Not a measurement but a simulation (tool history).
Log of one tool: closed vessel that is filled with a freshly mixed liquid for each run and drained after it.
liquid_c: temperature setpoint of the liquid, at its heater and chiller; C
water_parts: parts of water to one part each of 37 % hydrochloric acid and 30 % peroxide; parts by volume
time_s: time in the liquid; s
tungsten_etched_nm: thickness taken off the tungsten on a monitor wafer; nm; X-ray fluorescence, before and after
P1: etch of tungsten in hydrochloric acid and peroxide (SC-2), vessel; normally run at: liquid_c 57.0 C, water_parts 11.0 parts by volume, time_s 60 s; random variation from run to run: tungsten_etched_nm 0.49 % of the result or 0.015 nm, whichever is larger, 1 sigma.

run,hour,liquid_c,water_parts,time_s,tungsten_etched_nm
1,8.3,57.0,11.0,60,9.9770
2,13.7,57.0,11.0,60,9.8465
3,24.2,57.0,11.0,60,9.9690
4,31.6,57.0,11.0,30,4.9242
5,42.7,57.0,11.0,110,18.2310
6,50.1,57.0,11.0,60,9.9601
7,61.4,57.0,5.5,95,27.3860
8,70.2,65.5,11.0,60,16.8680
9,77.9,57.0,11.0,60,9.9067
10,89.0,40.5,11.0,60,3.2491
11,96.9,57.0,19.0,60,6.1371
12,102.5,57.0,4.0,60,21.5960
13,111.8,57.0,11.0,60,9.8831
14,117.6,57.0,11.0,60,9.6495
15,126.1,57.0,11.0,60,9.3298
16,134.2,57.0,11.0,60,9.2666
# hour 141.9: new drum of peroxide connected
17,143.8,57.0,11.0,60,9.1104
18,149.9,57.0,11.0,60,9.1143
19,154.8,57.0,11.0,60,9.0777
20,162.8,57.0,11.0,60,9.1059
21,169.6,57.0,11.0,60,9.1263
22,179.5,57.0,11.0,60,9.0614

What P1 gives has crept away from where it was. These 2 causes fit the log equally well, each at the size given:
A: liquid colder than its thermometer reads (K) = 1.39
B: chemicals flow below the setpoint (%) = 9.9
The creep began at about hour 111.8.
Why every other cause is out:
peroxide weaker than its label (%): serviced at hour 141.9, which brought nothing back

4 check runs are offered, each on 3 wafers whose results are averaged, their results left as question marks. Which one tells the causes apart?
check 1,189.4,57.0,19.0,30,?
check 2,189.4,57.0,18.5,30,?
check 3,189.4,57.0,11.0,110,?
check 4,189.4,49.0,4.0,60,?

What each check would give under each cause:
check,result,if A,if B
check 1,tungsten_etched_nm,2.8041,2.7884
check 2,tungsten_etched_nm,2.8725,2.8571
check 3,tungsten_etched_nm,16.6090,16.6130
check 4,tungsten_etched_nm,11.5740,11.8420
How far apart the two closest causes lie, in the result that separates them most: check 1 0.56 %; check 2 0.54 %; check 3 0.02 %; check 4 2.29 %
Only check 4 tells the causes apart: in the others they would give nearly the same result.

Then check 4 was run and gave: tungsten_etched_nm 11.8540 nm. Which cause is it?

It is B: chemicals flow below the setpoint (%).
